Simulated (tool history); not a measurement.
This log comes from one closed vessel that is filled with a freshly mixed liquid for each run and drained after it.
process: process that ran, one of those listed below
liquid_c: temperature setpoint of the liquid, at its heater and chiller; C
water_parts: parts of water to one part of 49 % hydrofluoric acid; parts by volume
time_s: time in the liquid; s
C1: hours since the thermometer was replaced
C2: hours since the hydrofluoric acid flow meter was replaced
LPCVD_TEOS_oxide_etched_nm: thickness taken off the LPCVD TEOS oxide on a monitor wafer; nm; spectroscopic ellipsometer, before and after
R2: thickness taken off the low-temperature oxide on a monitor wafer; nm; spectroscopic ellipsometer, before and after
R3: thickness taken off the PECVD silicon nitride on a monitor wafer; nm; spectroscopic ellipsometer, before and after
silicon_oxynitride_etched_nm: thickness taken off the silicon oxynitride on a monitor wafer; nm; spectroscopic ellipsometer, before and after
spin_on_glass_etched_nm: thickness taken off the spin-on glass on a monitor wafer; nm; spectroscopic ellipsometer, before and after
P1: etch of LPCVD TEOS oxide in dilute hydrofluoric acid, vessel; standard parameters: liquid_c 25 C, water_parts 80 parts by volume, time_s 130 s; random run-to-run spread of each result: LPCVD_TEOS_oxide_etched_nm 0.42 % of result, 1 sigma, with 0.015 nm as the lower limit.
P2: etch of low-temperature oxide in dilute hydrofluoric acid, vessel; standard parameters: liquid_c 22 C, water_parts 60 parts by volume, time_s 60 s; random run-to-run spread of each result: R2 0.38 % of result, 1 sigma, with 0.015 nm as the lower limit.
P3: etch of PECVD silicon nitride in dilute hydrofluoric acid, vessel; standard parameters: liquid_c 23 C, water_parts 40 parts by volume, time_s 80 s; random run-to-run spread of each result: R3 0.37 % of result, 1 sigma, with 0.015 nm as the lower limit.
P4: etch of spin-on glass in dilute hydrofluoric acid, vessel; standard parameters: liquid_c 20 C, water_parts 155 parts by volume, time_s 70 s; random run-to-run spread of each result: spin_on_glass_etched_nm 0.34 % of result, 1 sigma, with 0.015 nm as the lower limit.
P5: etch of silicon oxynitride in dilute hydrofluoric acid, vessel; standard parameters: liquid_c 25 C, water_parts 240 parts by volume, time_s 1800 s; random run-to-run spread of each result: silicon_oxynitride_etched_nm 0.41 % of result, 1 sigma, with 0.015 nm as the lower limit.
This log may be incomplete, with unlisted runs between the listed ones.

Run 1, hour 5.7: process P1, liquid_c 25 C, water_parts 80 parts by volume, time_s 130 s; C1 174.6; C2 89.3. Result: LPCVD_TEOS_oxide_etched_nm 46.811 nm.
Run 2, hour 9.8: process P2, liquid_c 17 C, water_parts 60 parts by volume, time_s 60 s; C1 178.7; C2 93.4. Result: R2 28.289 nm.
Run 3, hour 16.5: process P1, liquid_c 17.5 C, water_parts 80 parts by volume, time_s 30 s; C1 185.4; C2 100.1. Result: LPCVD_TEOS_oxide_etched_nm 7.9028 nm.
Run 4, hour 21.2: process P2, liquid_c 22 C, water_parts 20 parts by volume, time_s 60 s; C1 190.1; C2 104.8. Result: R2 110.49 nm.
Run 5, hour 27.5: process P1, liquid_c 25 C, water_parts 80 parts by volume, time_s 205 s; C1 196.4; C2 111.1. Result: LPCVD_TEOS_oxide_etched_nm 74.337 nm.
Run 6, hour 31.4: process P2, liquid_c 22 C, water_parts 60 parts by volume, time_s 30 s; C1 200.3; C2 115. Result: R2 17.44 nm.
Run 7, hour 35.6: process P1, liquid_c 25 C, water_parts 80 parts by volume, time_s 65 s; C1 204.5; C2 119.2. Result: LPCVD_TEOS_oxide_etched_nm 23.674 nm.
Run 8, hour 42.4: process P1, liquid_c 25 C, water_parts 80 parts by volume, time_s 130 s; C1 211.3; C2 126. Result: LPCVD_TEOS_oxide_etched_nm 46.593 nm.
Run 9, hour 46: process P3, liquid_c 17 C, water_parts 40 parts by volume, time_s 80 s; C1 214.9; C2 129.6. Result: R3 3.5794 nm.
Run 10, hour 49.9: process P1, liquid_c 25 C, water_parts 80 parts by volume, time_s 130 s; C1 218.8; C2 133.5. Result: LPCVD_TEOS_oxide_etched_nm 47.203 nm.
Run 11, hour 55.2: process P1, liquid_c 25 C, water_parts 80 parts by volume, time_s 130 s; C1 224.1; C2 138.8. Result: LPCVD_TEOS_oxide_etched_nm 46.664 nm.
Run 12, hour 58.6: process P1, liquid_c 31 C, water_parts 80 parts by volume, time_s 130 s; C1 227.5; C2 142.2. Result: LPCVD_TEOS_oxide_etched_nm 59.213 nm.
Run 13, hour 63.7: process P5, liquid_c 25 C, water_parts 110 parts by volume, time_s 1800 s; C1 232.6; C2 147.3. Result: silicon_oxynitride_etched_nm 30.544 nm.
Run 14, hour 68.7: process P3, liquid_c 23 C, water_parts 40 parts by volume, time_s 80 s; C1 237.6; C2 152.3. Result: R3 5.4761 nm.
Run 15, hour 74.9: process P1, liquid_c 25 C, water_parts 80 parts by volume, time_s 130 s; C1 243.8; C2 158.5. Result: LPCVD_TEOS_oxide_etched_nm 46.399 nm.
Run 16, hour 77.9: process P3, liquid_c 23 C, water_parts 65 parts by volume, time_s 80 s; C1 246.8; C2 161.5. Result: R3 3.3787 nm.
Run 17, hour 83.2: process P1, liquid_c 31.5 C, water_parts 80 parts by volume, time_s 30 s; C1 252.1; C2 166.8. Result: LPCVD_TEOS_oxide_etched_nm 13.908 nm.
Run 18, hour 89.4: process P4, liquid_c 27.5 C, water_parts 155 parts by volume, time_s 70 s; C1 258.3; C2 173. Result: spin_on_glass_etched_nm 19.824 nm.
Run 19, hour 92.5: process P5, liquid_c 17 C, water_parts 240 parts by volume, time_s 1800 s; C1 261.4; C2 176.1. Result: silicon_oxynitride_etched_nm 8.7961 nm.
Run 20, hour 95.7: process P1, liquid_c 25 C, water_parts 45 parts by volume, time_s 130 s; C1 264.6; C2 179.3. Result: LPCVD_TEOS_oxide_etched_nm 87.836 nm.
Run 21, hour 100.2: process P1, liquid_c 17.5 C, water_parts 80 parts by volume, time_s 130 s; C1 269.1; C2 183.8. Result: LPCVD_TEOS_oxide_etched_nm 34.399 nm.
Run 22, hour 104.1: process P3, liquid_c 23 C, water_parts 40 parts by volume, time_s 120 s; C1 273; C2 187.7. Result: R3 8.1834 nm.
Run 23, hour 109.1: process P5, liquid_c 25 C, water_parts 240 parts by volume, time_s 1800 s; C1 278; C2 192.7. Result: silicon_oxynitride_etched_nm 12.632 nm.
Run 24, hour 113.4: process P4, liquid_c 20 C, water_parts 155 parts by volume, time_s 70 s; C1 282.3; C2 197. Result: spin_on_glass_etched_nm 14.787 nm.
Run 25, hour 119.5: process P1, liquid_c 25 C, water_parts 140 parts by volume, time_s 130 s; C1 288.4; C2 203.1. Result: LPCVD_TEOS_oxide_etched_nm 24.953 nm.
Run 26, hour 124.4: process P2, liquid_c 22 C, water_parts 60 parts by volume, time_s 60 s; C1 293.3; C2 208. Result: R2 34.786 nm.
Run 27, hour 130.1: process P4, liquid_c 20 C, water_parts 155 parts by volume, time_s 30 s; C1 299; C2 213.7. Result: spin_on_glass_etched_nm 6.346 nm.
Run 28, hour 133.2: process P4, liquid_c 20 C, water_parts 270 parts by volume, time_s 70 s; C1 302.1; C2 216.8. Result: spin_on_glass_etched_nm 7.6279 nm.
Run 29, hour 139: process P5, liquid_c 25 C, water_parts 240 parts by volume, time_s 1000 s; C1 307.9; C2 222.6. Result: silicon_oxynitride_etched_nm 6.9878 nm.
Run 30, hour 145.6: process P1, liquid_c 25 C, water_parts 80 parts by volume, time_s 130 s; C1 314.5; C2 229.2. Result: LPCVD_TEOS_oxide_etched_nm 46.928 nm.
Run 31, hour 151.9: process P1, liquid_c 25 C, water_parts 80 parts by volume, time_s 130 s; C1 320.8; C2 235.5. Result: LPCVD_TEOS_oxide_etched_nm 45.254 nm.
Run 32, hour 156.4: process P1, liquid_c 25 C, water_parts 80 parts by volume, time_s 130 s; C1 325.3; C2 240. Result: LPCVD_TEOS_oxide_etched_nm 44.682 nm.
Run 33, hour 161.2: process P1, liquid_c 25 C, water_parts 80 parts by volume, time_s 130 s; C1 330.1; C2 244.8. Result: LPCVD_TEOS_oxide_etched_nm 44.405 nm.
Run 34, hour 164.6: process P1, liquid_c 25 C, water_parts 80 parts by volume, time_s 130 s; C1 333.5; C2 248.2. Result: LPCVD_TEOS_oxide_etched_nm 44.062 nm.
Run 35, hour 171.6: process P1, liquid_c 25 C, water_parts 80 parts by volume, time_s 130 s; C1 340.5; C2 255.2. Result: LPCVD_TEOS_oxide_etched_nm 43.76 nm.
Run 36, hour 175: process P1, liquid_c 25 C, water_parts 80 parts by volume, time_s 130 s; C1 343.9; C2 258.6. Result: LPCVD_TEOS_oxide_etched_nm 43.877 nm.
Run 37, hour 181.2: process P1, liquid_c 25 C, water_parts 80 parts by volume, time_s 130 s; C1 350.1; C2 264.8. Result: LPCVD_TEOS_oxide_etched_nm 43.664 nm.
Run 38, hour 188.2: process P1, liquid_c 25 C, water_parts 80 parts by volume, time_s 130 s; C1 357.1; C2 271.8. Result: LPCVD_TEOS_oxide_etched_nm 43.547 nm.

What P1 gives has crept away from where it was. These 2 causes fit the log equally well, each at the size given:
A: liquid colder than its thermometer reads (K) = 1.86
B: hydrofluoric acid flow below the setpoint (%) = 6.53
The creep began at about hour 145.6.

Listed below are the offered check runs, one wafer per run, with question marks in place of results. For which of them would the causes give clearly different outcomes?
Run check 1, hour 195.2: process P3, liquid_c 23 C, water_parts 40 parts by volume, time_s 80 s. Result: R3 ?.
Run check 2, hour 195.2: process P5, liquid_c 25 C, water_parts 240 parts by volume, time_s 1800 s. Result: silicon_oxynitride_etched_nm ?.
Run check 3, hour 195.2: process P4, liquid_c 20 C, water_parts 155 parts by volume, time_s 70 s. Result: spin_on_glass_etched_nm ?.
Run check 4, hour 195.2: process P2, liquid_c 22 C, water_parts 60 parts by volume, time_s 60 s. Result: R2 ?.

What every check run would give for each of its results, assuming each possible cause in turn:
  check                        result    if A    if B
check 1                            R3  4.8016  5.1098
check 2  silicon_oxynitride_etched_nm   11.61  11.624
check 3       spin_on_glass_etched_nm  13.793  13.735
check 4                            R2  32.326  32.491
How far apart the two closest causes lie, in the result that separates them most: check 1 6.22 %; check 2 0.13 %; check 3 0.42 %; check 4 0.51 %
Check 1 is the one run that separates the causes; every other check would come out nearly the same whichever cause is at work.

Check 1 was carried out, with these results: R3 4.7898 nm. Which of the listed causes is responsible?

The cause is A: liquid colder than its thermometer reads (K).
